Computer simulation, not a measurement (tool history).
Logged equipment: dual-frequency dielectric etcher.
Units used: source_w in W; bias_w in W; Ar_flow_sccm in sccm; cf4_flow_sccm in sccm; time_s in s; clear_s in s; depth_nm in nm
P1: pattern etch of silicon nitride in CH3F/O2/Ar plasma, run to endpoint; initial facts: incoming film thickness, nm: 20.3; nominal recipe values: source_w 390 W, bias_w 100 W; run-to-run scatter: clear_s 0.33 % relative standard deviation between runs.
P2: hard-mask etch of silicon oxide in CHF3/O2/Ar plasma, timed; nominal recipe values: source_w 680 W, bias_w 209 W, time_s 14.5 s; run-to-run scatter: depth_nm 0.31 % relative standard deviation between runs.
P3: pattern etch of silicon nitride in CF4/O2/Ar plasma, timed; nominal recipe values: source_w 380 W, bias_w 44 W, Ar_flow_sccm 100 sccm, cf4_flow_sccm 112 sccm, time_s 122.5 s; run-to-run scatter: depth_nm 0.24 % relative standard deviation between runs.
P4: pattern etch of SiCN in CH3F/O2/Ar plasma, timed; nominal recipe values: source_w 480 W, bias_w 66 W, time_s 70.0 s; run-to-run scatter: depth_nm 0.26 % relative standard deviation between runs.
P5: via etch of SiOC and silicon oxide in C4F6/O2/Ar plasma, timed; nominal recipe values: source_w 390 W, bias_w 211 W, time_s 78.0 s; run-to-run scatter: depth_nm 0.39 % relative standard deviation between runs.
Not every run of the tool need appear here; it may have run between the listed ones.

| run | hour | process | source_w | bias_w | Ar_flow_sccm | cf4_flow_sccm | time_s | hours since the last wet clean | hours since the last source power generator calibration | hours since the last bias power generator calibration | clear_s | depth_nm |
|---|---|---|---|---|---|---|---|---|---|---|---|---|
| 1 | 4.1 | P1 | 390 | 100 |  |  |  | 257.7 | 1909.1 | 946.0 | 26.724 |  |
| 2 | 8.5 | P3 | 380 | 35 | 100 | 112 | 122.5 | 262.1 | 1913.5 | 950.4 |  | 168.560 |
| 3 | 12.4 | P1 | 390 | 100 |  |  |  | 266.0 | 1917.4 | 954.3 | 26.683 |  |
| 4 | 20.4 | P3 | 380 | 44 | 100 | 112 | 122.5 | 274.0 | 1925.4 | 962.3 |  | 183.750 |
| 5 | 27.4 | P2 | 680 | 209 |  |  | 21.5 | 281.0 | 1932.4 | 969.3 |  | 46.329 |
| 6 | 32.5 | P5 | 390 | 211 |  |  | 78.0 | 286.1 | 1937.5 | 974.4 |  | 94.692 |
| 7 | 36.9 | P1 | 490 | 100 |  |  |  | 290.5 | 1941.9 | 978.8 | 24.455 |  |
| 8 | 44.9 | P4 | 480 | 66 |  |  | 70.0 | 298.5 | 1949.9 | 986.8 |  | 27.037 |
| 9 | 49.5 | P5 | 390 | 286 |  |  | 78.0 | 303.1 | 1954.5 | 991.4 |  | 104.480 |
| 10 | 56.3 | P1 | 460 | 127 |  |  |  | 309.9 | 1961.3 | 998.2 | 22.932 |  |
| 11 | 60.8 | P4 | 480 | 88 |  |  | 70.0 | 314.4 | 1965.8 | 1002.7 |  | 30.021 |
| 12 | 66.6 | P1 | 390 | 100 |  |  |  | 320.2 | 1971.6 | 1008.5 | 26.652 |  |
| 13 | 74.4 | P1 | 390 | 100 |  |  |  | 328.0 | 1979.4 | 1016.3 | 26.712 |  |
| 14 | 78.1 | P1 | 390 | 78 |  |  |  | 331.7 | 1983.1 | 1020.0 | 29.174 |  |
| 15 | 82.6 | P2 | 680 | 268 |  |  | 14.5 | 336.2 | 1987.6 | 1024.5 |  | 33.944 |
| 16 | 90.5 | P2 | 680 | 209 |  |  | 14.5 | 344.1 | 1995.5 | 1032.4 |  | 31.198 |
| 17 | 97.5 | P1 | 390 | 100 |  |  |  | 351.1 | 2002.5 | 1039.4 | 26.509 |  |
| 18 | 104.4 | P4 | 480 | 66 |  |  | 44.0 | 358.0 | 2009.4 | 1046.3 |  | 16.989 |
| 19 | 108.6 | P3 | 380 | 44 | 67 | 112 | 122.5 | 362.2 | 2013.6 | 1050.5 |  | 191.980 |
| 20 | 113.6 | P3 | 380 | 44 | 100 | 71 | 122.5 | 367.2 | 2018.6 | 1055.5 |  | 173.640 |
| 21 | 117.2 | P5 | 290 | 211 |  |  | 78.0 | 370.8 | 2022.2 | 1059.1 |  | 84.198 |
| 22 | 120.8 | P1 | 390 | 100 |  |  |  | 374.4 | 2025.8 | 1062.7 | 26.587 |  |
| 23 | 128.8 | P1 | 230 | 100 |  |  |  | 382.4 | 2033.8 | 1070.7 | 32.429 |  |
| 24 | 134.6 | P3 | 380 | 44 | 100 | 112 | 122.5 | 388.2 | 2039.6 | 1076.5 |  | 182.590 |
| 25 | 141.8 | P3 | 230 | 44 | 100 | 112 | 122.5 | 395.4 | 2046.8 | 1083.7 |  | 118.420 |
| 26 | 147.6 | P5 | 390 | 211 |  |  | 78.0 | 401.2 | 2052.6 | 1089.5 |  | 94.640 |
|  | 154.5 | wet clean of the chamber |
| 27 | 154.6 | P2 | 920 | 209 |  |  | 14.5 | 0.2 | 2059.6 | 1096.5 |  | 34.866 |
| 28 | 160.8 | P1 | 390 | 130 |  |  |  | 6.4 | 2065.8 | 1102.7 | 24.201 |  |
| 29 | 165.0 | P3 | 380 | 44 | 100 | 112 | 155.5 | 10.6 | 2070.0 | 1106.9 |  | 232.430 |
| 30 | 170.4 | P5 | 390 | 211 |  |  | 43.5 | 16.0 | 2075.4 | 1112.3 |  | 52.232 |
| 31 | 178.0 | P4 | 310 | 66 |  |  | 70.0 | 23.6 | 2083.0 | 1119.9 |  | 22.981 |
| 32 | 183.7 | P1 | 390 | 100 |  |  |  | 29.3 | 2088.7 | 1125.6 | 26.570 |  |
| 33 | 190.8 | P1 | 390 | 100 |  |  |  | 36.4 | 2095.8 | 1132.7 | 26.797 |  |
| 34 | 196.9 | P1 | 390 | 100 |  |  |  | 42.5 | 2101.9 | 1138.8 | 27.008 |  |
| 35 | 203.4 | P1 | 390 | 100 |  |  |  | 49.0 | 2108.4 | 1145.3 | 26.839 |  |
|  | 207.9 | wet clean of the chamber |
| 36 | 211.1 | P1 | 390 | 100 |  |  |  | 3.2 | 2116.1 | 1153.0 | 27.157 |  |
| 37 | 218.0 | P1 | 390 | 100 |  |  |  | 10.1 | 2123.0 | 1159.9 | 26.956 |  |
| 38 | 224.1 | P1 | 390 | 100 |  |  |  | 16.2 | 2129.1 | 1166.0 | 26.918 |  |
| 39 | 229.7 | P1 | 390 | 100 |  |  |  | 21.8 | 2134.7 | 1171.6 | 27.080 |  |

P1 has crept away from where it was. The log is fitted equally well by each of these 2 causes, at the sizes shown:
A: bias power that arrives under what is set, % = 4.47
B: source power that arrives under what is set, % = 4.4
The gradual shift began around hour 183.7.
Excluded causes, each with its reason:
chamber walls in a state that lowers the etch rate, %: serviced at hour 207.9, after the drift had started, without restoring the earlier output

Question marks stand in for the results of the 4 check runs listed below, each run on one wafer. Under which run would the listed causes show clearly different results?
| check 1 | 235.3 | P2 | 900 | 261 |  |  | 14.5 |  |  |  |  | ? |
| check 2 | 235.3 | P3 | 260 | 44 | 100 | 112 | 122.5 |  |  |  |  | ? |
| check 3 | 235.3 | P4 | 480 | 76 |  |  | 70.0 |  |  |  |  | ? |
| check 4 | 235.3 | P5 | 320 | 211 |  |  | 46.5 |  |  |  |  | ? |

Check results expected under each cause:
| check | result | if A | if B |
|---|---|---|---|
| check 1 | depth_nm | 36.852 | 36.816 |
| check 2 | depth_nm | 129.540 | 126.720 |
| check 3 | depth_nm | 27.990 | 27.965 |
| check 4 | depth_nm | 51.388 | 51.295 |
Separation of the two closest causes in each check, using whichever result separates them best: check 1 0.1 %; check 2 2.2 %; check 3 0.09 %; check 4 0.18 %
The causes can be told apart only by check 2. The other checks would give nearly the same results under each of them.

Here is what check 2 returned: depth_nm 126.430 nm. Which cause is it?

It is B: source power that arrives under what is set, %.

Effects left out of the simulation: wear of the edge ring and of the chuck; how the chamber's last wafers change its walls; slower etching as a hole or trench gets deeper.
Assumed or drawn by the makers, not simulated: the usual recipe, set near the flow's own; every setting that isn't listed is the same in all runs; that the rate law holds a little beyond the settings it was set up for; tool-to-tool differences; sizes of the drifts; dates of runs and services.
